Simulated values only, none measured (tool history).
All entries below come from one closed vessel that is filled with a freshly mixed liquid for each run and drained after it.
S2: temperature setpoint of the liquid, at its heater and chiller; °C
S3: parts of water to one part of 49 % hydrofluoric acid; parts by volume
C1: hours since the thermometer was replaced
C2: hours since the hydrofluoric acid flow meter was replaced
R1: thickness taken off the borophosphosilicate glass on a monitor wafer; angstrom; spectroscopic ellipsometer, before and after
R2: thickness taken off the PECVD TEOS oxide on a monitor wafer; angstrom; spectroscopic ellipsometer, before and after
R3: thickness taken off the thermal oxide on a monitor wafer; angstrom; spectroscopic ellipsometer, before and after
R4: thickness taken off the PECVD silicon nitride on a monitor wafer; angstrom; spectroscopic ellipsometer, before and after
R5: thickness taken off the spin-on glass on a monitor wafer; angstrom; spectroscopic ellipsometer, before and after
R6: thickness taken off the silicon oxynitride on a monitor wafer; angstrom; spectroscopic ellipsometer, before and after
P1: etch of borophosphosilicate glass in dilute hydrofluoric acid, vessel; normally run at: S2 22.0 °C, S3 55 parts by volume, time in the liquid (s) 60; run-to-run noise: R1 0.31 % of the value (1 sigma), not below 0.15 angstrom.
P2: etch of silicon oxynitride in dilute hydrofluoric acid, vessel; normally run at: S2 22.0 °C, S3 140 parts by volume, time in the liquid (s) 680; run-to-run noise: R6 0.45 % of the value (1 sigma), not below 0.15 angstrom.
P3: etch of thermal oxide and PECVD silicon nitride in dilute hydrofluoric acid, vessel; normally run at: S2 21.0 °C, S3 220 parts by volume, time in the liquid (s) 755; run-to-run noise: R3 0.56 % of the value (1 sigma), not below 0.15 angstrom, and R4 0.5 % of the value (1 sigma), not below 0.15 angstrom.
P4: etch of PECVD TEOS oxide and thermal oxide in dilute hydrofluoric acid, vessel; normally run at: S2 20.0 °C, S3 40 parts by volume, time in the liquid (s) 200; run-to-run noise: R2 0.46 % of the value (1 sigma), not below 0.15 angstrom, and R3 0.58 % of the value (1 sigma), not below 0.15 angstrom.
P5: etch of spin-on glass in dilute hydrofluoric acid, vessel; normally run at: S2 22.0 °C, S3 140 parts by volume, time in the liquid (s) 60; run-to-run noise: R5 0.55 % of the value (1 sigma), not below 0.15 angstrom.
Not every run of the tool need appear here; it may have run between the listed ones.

{"run": 1, "hour": 3.4, "process that ran": "P1", "S2": 22.0, "S3": 55, "time in the liquid (s)": 60, "C1": 605.2, "C2": 368.8, "R1": 803.38}
{"run": 2, "hour": 7.4, "process that ran": "P4", "S2": 17.0, "S3": 40, "time in the liquid (s)": 200, "C1": 609.2, "C2": 372.8, "R2": 476.13, "R3": 186.94}
{"run": 3, "hour": 11.6, "process that ran": "P1", "S2": 22.0, "S3": 105, "time in the liquid (s)": 60, "C1": 613.4, "C2": 377.0, "R1": 392.72}
{"run": 4, "hour": 16.1, "process that ran": "P3", "S2": 26.5, "S3": 220, "time in the liquid (s)": 755, "C1": 617.9, "C2": 381.5, "R3": 163.67, "R4": 152.3}
{"run": 5, "hour": 21.7, "process that ran": "P5", "S2": 22.0, "S3": 140, "time in the liquid (s)": 30, "C1": 623.5, "C2": 387.1, "R5": 105.21}
{"run": 6, "hour": 27.1, "process that ran": "P3", "S2": 21.0, "S3": 220, "time in the liquid (s)": 1160, "C1": 628.9, "C2": 392.5, "R3": 204.95, "R4": 165.8}
{"run": 7, "hour": 30.7, "process that ran": "P1", "S2": 22.0, "S3": 20, "time in the liquid (s)": 60, "C1": 632.5, "C2": 396.1, "R1": 2314.8}
{"run": 8, "hour": 36.6, "process that ran": "P5", "S2": 22.0, "S3": 140, "time in the liquid (s)": 60, "C1": 638.4, "C2": 402.0, "R5": 207.79}
{"run": 9, "hour": 43.2, "process that ran": "P1", "S2": 22.0, "S3": 55, "time in the liquid (s)": 30, "C1": 645.0, "C2": 408.6, "R1": 400.56}
{"run": 10, "hour": 49.5, "process that ran": "P1", "S2": 22.0, "S3": 55, "time in the liquid (s)": 60, "C1": 651.3, "C2": 414.9, "R1": 796.86}
{"run": 11, "hour": 52.7, "process that ran": "P1", "S2": 18.0, "S3": 55, "time in the liquid (s)": 60, "C1": 654.5, "C2": 418.1, "R1": 677.09}
{"run": 12, "hour": 58.5, "process that ran": "P1", "S2": 22.0, "S3": 55, "time in the liquid (s)": 60, "C1": 660.3, "C2": 423.9, "R1": 800.3}
{"run": 13, "hour": 64.6, "process that ran": "P1", "S2": 29.0, "S3": 55, "time in the liquid (s)": 60, "C1": 666.4, "C2": 430.0, "R1": 1063.0}
{"run": 14, "hour": 70.0, "process that ran": "P4", "S2": 20.0, "S3": 40, "time in the liquid (s)": 200, "C1": 671.8, "C2": 435.4, "R2": 541.73, "R3": 212.22}
{"run": 15, "hour": 75.3, "process that ran": "P2", "S2": 22.0, "S3": 210, "time in the liquid (s)": 680, "C1": 677.1, "C2": 440.7, "R6": 39.082}
{"run": 16, "hour": 81.0, "process that ran": "P3", "S2": 21.0, "S3": 220, "time in the liquid (s)": 755, "C1": 682.8, "C2": 446.4, "R3": 135.18, "R4": 108.16}
{"run": 17, "hour": 85.0, "process that ran": "P2", "S2": 22.0, "S3": 140, "time in the liquid (s)": 30, "C1": 686.8, "C2": 450.4, "R6": 2.6202}
{"run": 18, "hour": 88.8, "process that ran": "P3", "S2": 21.0, "S3": 310, "time in the liquid (s)": 755, "C1": 690.6, "C2": 454.2, "R3": 87.997, "R4": 77.366}
{"run": 19, "hour": 92.5, "process that ran": "P1", "S2": 22.0, "S3": 55, "time in the liquid (s)": 105, "C1": 694.3, "C2": 457.9, "R1": 1403.1}
{"run": 20, "hour": 98.8, "process that ran": "P4", "S2": 20.0, "S3": 40, "time in the liquid (s)": 370, "C1": 700.6, "C2": 464.2, "R2": 997.1, "R3": 390.37}
{"run": 21, "hour": 102.4, "process that ran": "P2", "S2": 22.0, "S3": 140, "time in the liquid (s)": 680, "C1": 704.2, "C2": 467.8, "R6": 62.094}
{"run": 22, "hour": 108.5, "process that ran": "P1", "S2": 22.0, "S3": 55, "time in the liquid (s)": 60, "C1": 710.3, "C2": 473.9, "R1": 798.08}
{"run": 23, "hour": 113.9, "process that ran": "P1", "S2": 22.0, "S3": 55, "time in the liquid (s)": 60, "C1": 715.7, "C2": 479.3, "R1": 802.59}
{"run": 24, "hour": 117.7, "process that ran": "P5", "S2": 17.0, "S3": 140, "time in the liquid (s)": 60, "C1": 719.5, "C2": 483.1, "R5": 171.12}
{"run": 25, "hour": 124.4, "process that ran": "P4", "S2": 20.0, "S3": 65, "time in the liquid (s)": 200, "C1": 726.2, "C2": 489.8, "R2": 324.04, "R3": 126.89}
{"run": 26, "hour": 128.9, "process that ran": "P1", "S2": 22.0, "S3": 55, "time in the liquid (s)": 60, "C1": 730.7, "C2": 494.3, "R1": 799.21}
{"hour": 129.8, "done": "hydrofluoric acid flow meter replaced"}
{"run": 27, "hour": 134.4, "process that ran": "P1", "S2": 22.0, "S3": 20, "time in the liquid (s)": 30, "C1": 736.2, "C2": 4.6, "R1": 1153.6}
{"run": 28, "hour": 140.2, "process that ran": "P1", "S2": 22.0, "S3": 55, "time in the liquid (s)": 60, "C1": 742.0, "C2": 10.4, "R1": 802.22}
{"run": 29, "hour": 146.0, "process that ran": "P2", "S2": 17.5, "S3": 140, "time in the liquid (s)": 680, "C1": 747.8, "C2": 16.2, "R6": 49.835}
{"run": 30, "hour": 149.7, "process that ran": "P5", "S2": 22.0, "S3": 210, "time in the liquid (s)": 60, "C1": 751.5, "C2": 19.9, "R5": 130.55}
{"run": 31, "hour": 155.8, "process that ran": "P1", "S2": 22.0, "S3": 55, "time in the liquid (s)": 60, "C1": 757.6, "C2": 26.0, "R1": 801.04}
{"run": 32, "hour": 159.3, "process that ran": "P1", "S2": 22.0, "S3": 55, "time in the liquid (s)": 60, "C1": 761.1, "C2": 29.5, "R1": 817.55}
{"run": 33, "hour": 164.3, "process that ran": "P1", "S2": 22.0, "S3": 55, "time in the liquid (s)": 60, "C1": 766.1, "C2": 34.5, "R1": 832.77}
{"run": 34, "hour": 168.2, "process that ran": "P1", "S2": 22.0, "S3": 55, "time in the liquid (s)": 60, "C1": 770.0, "C2": 38.4, "R1": 844.74}
{"run": 35, "hour": 171.5, "process that ran": "P1", "S2": 22.0, "S3": 55, "time in the liquid (s)": 60, "C1": 773.3, "C2": 41.7, "R1": 846.67}
{"run": 36, "hour": 178.1, "process that ran": "P1", "S2": 22.0, "S3": 55, "time in the liquid (s)": 60, "C1": 779.9, "C2": 48.3, "R1": 857.61}
{"run": 37, "hour": 181.7, "process that ran": "P1", "S2": 22.0, "S3": 55, "time in the liquid (s)": 60, "C1": 783.5, "C2": 51.9, "R1": 859.58}
{"run": 38, "hour": 187.4, "process that ran": "P1", "S2": 22.0, "S3": 55, "time in the liquid (s)": 60, "C1": 789.2, "C2": 57.6, "R1": 861.28}
{"run": 39, "hour": 193.8, "process that ran": "P1", "S2": 22.0, "S3": 55, "time in the liquid (s)": 60, "C1": 795.6, "C2": 64.0, "R1": 861.98}
{"run": 40, "hour": 198.4, "process that ran": "P1", "S2": 22.0, "S3": 55, "time in the liquid (s)": 60, "C1": 800.2, "C2": 68.6, "R1": 865.63}
{"run": 41, "hour": 201.9, "process that ran": "P1", "S2": 22.0, "S3": 55, "time in the liquid (s)": 60, "C1": 803.7, "C2": 72.1, "R1": 862.52}
{"run": 42, "hour": 206.3, "process that ran": "P1", "S2": 22.0, "S3": 55, "time in the liquid (s)": 60, "C1": 808.1, "C2": 76.5, "R1": 863.6}

The output of P1 has drifted from where it used to be. Each of the 2 causes below, taken at the size shown beside it, accounts for the log equally well:
A: liquid hotter than its thermometer reads (K) = 1.9
B: hydrofluoric acid flow above the setpoint (%) = 7.62
Creep in the process output first set in at about hour 155.8.

Below are 4 check runs, each on a single wafer, with their results shown as question marks. Which of them would tell the listed causes apart, meaning the causes would give clearly different results under it?
{"run": "check 1", "hour": 210.7, "process that ran": "P4", "S2": 20.0, "S3": 40, "time in the liquid (s)": 200, "R2": "?", "R3": "?"}
{"run": "check 2", "hour": 210.7, "process that ran": "P3", "S2": 21.0, "S3": 220, "time in the liquid (s)": 755, "R3": "?", "R4": "?"}
{"run": "check 3", "hour": 210.7, "process that ran": "P2", "S2": 22.0, "S3": 140, "time in the liquid (s)": 680, "R6": "?"}
{"run": "check 4", "hour": 210.7, "process that ran": "P5", "S2": 22.0, "S3": 140, "time in the liquid (s)": 60, "R5": "?"}

What every check run would give for each of its results, assuming each possible cause in turn:
check=check_1 result=R2 if_A=587.96 if_B=585.68
check=check_1 result=R3 if_A=229.700 if_B=228.810
check=check_2 result=R3 if_A=143.990 if_B=146.590
check=check_2 result=R4 if_A=121.670 if_B=115.740
check=check_3 result=R6 if_A=67.3590 if_B=66.8450
check=check_4 result=R5 if_A=226.46 if_B=228.86
Smallest distance between any two causes, each pair judged by its most separating result, in per cent: check 1 0.39 %; check 2 4.99 %; check 3 0.77 %; check 4 1.05 %
Check 2 tells the causes apart: in the others they would give nearly the same result.

With check 2 done, the readings were: R3 144.210 angstrom; R4 122.360 angstrom. Identify which of the listed causes applies.

It is A: liquid hotter than its thermometer reads (K).

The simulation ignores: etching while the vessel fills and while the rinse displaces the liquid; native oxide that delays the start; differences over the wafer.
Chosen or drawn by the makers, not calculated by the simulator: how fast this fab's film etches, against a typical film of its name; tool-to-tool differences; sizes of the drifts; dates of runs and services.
